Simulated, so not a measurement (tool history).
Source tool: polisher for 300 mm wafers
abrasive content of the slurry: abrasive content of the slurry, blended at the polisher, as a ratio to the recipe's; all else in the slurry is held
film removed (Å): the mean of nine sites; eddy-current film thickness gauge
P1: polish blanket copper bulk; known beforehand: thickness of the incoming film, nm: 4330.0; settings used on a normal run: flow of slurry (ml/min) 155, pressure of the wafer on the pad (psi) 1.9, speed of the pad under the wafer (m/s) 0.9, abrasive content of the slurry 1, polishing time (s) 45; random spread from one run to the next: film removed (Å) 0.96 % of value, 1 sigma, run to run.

run   hour  flow of slurry (ml/min)  pressure of the wafer on the pad (psi)  speed of the pad under the wafer (m/s)  abrasive content of the slurry  polishing time (s)  film removed (Å)
  1   12.6                      155                                     1.9                                     0.9                               1                  45            2255.5
  2   24.1                       95                                     1.9                                     0.9                               1                  45            2064.3
      34.5  -- head pressure recalibrated
  3   36.5                      155                                     2.7                                     0.9                               1                  45            3153.8
  4   45.8                      155                                       1                                     0.9                               1                  45            1168.6
  5   58.6                      205                                     1.9                                     0.9                               1                  45            2338.2
  6   67.8                      155                                     1.9                                     0.9                               1                  45            2258.7
  7   76.1                      155                                     1.9                                     0.9                               1                  29            1426.8
  8   89.9                      155                                     1.9                                     0.9                               1                  45            2266.4
  9   99.7                      155                                     1.9                                     0.9                               1                  68            3352.7
 10  111.8                      155                                     1.9                                     0.9                               1                  45            2224.3
 11  119.8                      155                                     1.9                                     1.4                               1                  45            3477.8
 12  133.6                      155                                     1.9                                    0.58                               1                  45            1455.8
 13  144.3                      155                                     1.9                                     0.9                               1                  45            2203.5
 14  157.4                      155                                     2.6                                    1.24                               1                  45            4263.4
 15  169.9                      155                                     1.9                                     0.9                            0.75                  45            2100.1
 16  180.1                      155                                     1.9                                     0.9                             1.3                  45            2356.5
 17  190.3                      155                                     1.9                                     0.9                               1                  45            2277.9
 18  203.4                      155                                     1.9                                     0.9                               1                  45            2177.5
 19  219.2                      155                                     1.9                                     0.9                               1                  45            2152.1
 20  226.7                      155                                     1.9                                     0.9                               1                  45            2144.9
       235  -- head pressure recalibrated
 21  237.5                      155                                     1.9                                     0.9                               1                  45            2087.9
     240.1  -- slurry blender recalibrated
 22  251.4                      155                                     1.9                                     0.9                               1                  45            2106.9
 23  264.8                      155                                     1.9                                     0.9                               1                  45            2090.7
 24  273.7                      155                                     1.9                                     0.9                               1                  45              2061
 25  280.6                      155                                     1.9                                     0.9                               1                  45            2057.2
 26  291.5                      155                                     1.9                                     0.9                               1                  45            2084.2
 27  305.2                      155                                     1.9                                     0.9                               1                  45            2077.9

P1 no longer gives what it gave before; its output has crept away from where it was. The following 2 causes, each at its listed size, fit the log equally well:
A: removal rate lost through wear of the pad, % = 7.33
B: slurry flow missing at the pad, % = 31.7
Onset of the creep was near hour 190.3.
Every other cause this tool's parts could produce, and why it does not fit the log:
head's pressure below its setpoint, %: its service at hour 235 followed the start of the drift and did not put the process back to its old value
abrasive missing from the slurry, %: its service at hour 240.1 followed the start of the drift and did not put the process back to its old value

Below are 4 check runs, each averaged over 5 wafers, with their results shown as question marks. Which of them would give clearly different results depending on which cause is behind the drift?
check 1  318.9                      155                                     1.9                                     0.9                             1.2                  45                 ?
check 2  318.9                      155                                     1.9                                     0.9                               1                  35                 ?
check 3  318.9                      105                                     1.9                                     0.9                               1                  45                 ?
check 4  318.9                      155                                     2.3                                     0.9                               1                  45                 ?

What each check would give under each cause:
  check            result    if A    if B
check 1  film removed (Å)  2158.4  2158.2
check 2  film removed (Å)  1613.7  1613.6
check 3  film removed (Å)  1918.8  1859.2
check 4  film removed (Å)  2511.6  2511.4
Gap, in per cent, between the two causes that each check separates least, read from the result that separates them most: check 1 0.01 %; check 2 0.01 %; check 3 3.16 %; check 4 0.01 %
The causes can be told apart only by check 3. The other checks would give nearly the same results under each of them.

After running check 3, the following was obtained: film removed (Å) 1867.6. Which cause does this point to?

It is B: slurry flow missing at the pad, %.
